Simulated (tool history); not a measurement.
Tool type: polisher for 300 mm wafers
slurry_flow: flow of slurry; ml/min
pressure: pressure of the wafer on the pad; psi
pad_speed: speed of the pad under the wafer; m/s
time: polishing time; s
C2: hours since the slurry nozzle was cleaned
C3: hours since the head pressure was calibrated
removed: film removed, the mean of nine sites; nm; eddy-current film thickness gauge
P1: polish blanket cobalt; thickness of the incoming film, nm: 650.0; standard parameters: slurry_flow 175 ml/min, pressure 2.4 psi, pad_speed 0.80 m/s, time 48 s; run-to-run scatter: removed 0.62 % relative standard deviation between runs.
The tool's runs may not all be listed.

{"run": 1, "day": 0.35, "slurry_flow": 175, "pressure": 2.4, "pad_speed": 0.8, "time": 48, "wafers polished on this pad": 182, "C2": 215.6, "C3": 246.4, "removed": 272.88}
{"run": 2, "day": 1.012, "slurry_flow": 175, "pressure": 2.4, "pad_speed": 0.8, "time": 48, "wafers polished on this pad": 339, "C2": 231.5, "C3": 262.3, "removed": 269.57}
{"run": 3, "day": 1.629, "slurry_flow": 175, "pressure": 2.4, "pad_speed": 1.06, "time": 48, "wafers polished on this pad": 486, "C2": 246.3, "C3": 277.1, "removed": 363.57}
{"run": 4, "day": 2.042, "slurry_flow": 260, "pressure": 2.4, "pad_speed": 0.8, "time": 48, "wafers polished on this pad": 585, "C2": 256.2, "C3": 287.0, "removed": 286.64}
{"run": 5, "day": 2.504, "slurry_flow": 175, "pressure": 2.4, "pad_speed": 0.8, "time": 34, "wafers polished on this pad": 695, "C2": 267.3, "C3": 298.1, "removed": 190.57}
{"run": 6, "day": 3.146, "slurry_flow": 175, "pressure": 2.4, "pad_speed": 0.8, "time": 48, "wafers polished on this pad": 848, "C2": 282.7, "C3": 313.5, "removed": 270.28}
{"run": 7, "day": 3.679, "slurry_flow": 175, "pressure": 1.3, "pad_speed": 0.8, "time": 48, "wafers polished on this pad": 975, "C2": 295.5, "C3": 326.3, "removed": 146.22}
{"run": 8, "day": 4.242, "slurry_flow": 175, "pressure": 2.4, "pad_speed": 0.8, "time": 73, "wafers polished on this pad": 1109, "C2": 309.0, "C3": 339.8, "removed": 414.12}
{"run": 9, "day": 4.746, "slurry_flow": 115, "pressure": 3.0, "pad_speed": 0.8, "time": 48, "wafers polished on this pad": 1229, "C2": 321.1, "C3": 351.9, "removed": 310.64}
{"run": 10, "day": 5.404, "slurry_flow": 175, "pressure": 2.4, "pad_speed": 0.8, "time": 48, "wafers polished on this pad": 1386, "C2": 336.9, "C3": 367.7, "removed": 272.41}
{"run": 11, "day": 5.85, "slurry_flow": 175, "pressure": 2.4, "pad_speed": 0.8, "time": 48, "wafers polished on this pad": 1492, "C2": 347.6, "C3": 378.4, "removed": 272.5}
{"run": 12, "day": 6.233, "slurry_flow": 175, "pressure": 2.4, "pad_speed": 0.46, "time": 48, "wafers polished on this pad": 1583, "C2": 356.8, "C3": 387.6, "removed": 154.95}
{"run": 13, "day": 6.717, "slurry_flow": 175, "pressure": 3.7, "pad_speed": 0.8, "time": 48, "wafers polished on this pad": 1699, "C2": 368.4, "C3": 399.2, "removed": 417.43}
{"run": 14, "day": 7.171, "slurry_flow": 105, "pressure": 2.4, "pad_speed": 0.8, "time": 48, "wafers polished on this pad": 1807, "C2": 379.3, "C3": 410.1, "removed": 245.78}
{"run": 15, "day": 7.5, "slurry_flow": 175, "pressure": 2.4, "pad_speed": 0.8, "time": 48, "wafers polished on this pad": 1885, "C2": 387.2, "C3": 418.0, "removed": 268.01}
{"run": 16, "day": 8.054, "slurry_flow": 175, "pressure": 2.4, "pad_speed": 0.8, "time": 48, "wafers polished on this pad": 2017, "C2": 400.5, "C3": 431.3, "removed": 257.5}

Run 17 comes next. What will it give?
{"run": 17, "day": 8.596, "slurry_flow": 175, "pressure": 2.4, "pad_speed": 0.8, "time": 48, "wafers polished on this pad": 2146, "C2": 413.5, "C3": 444.3, "removed": "?"}

removed: 252.55 nm
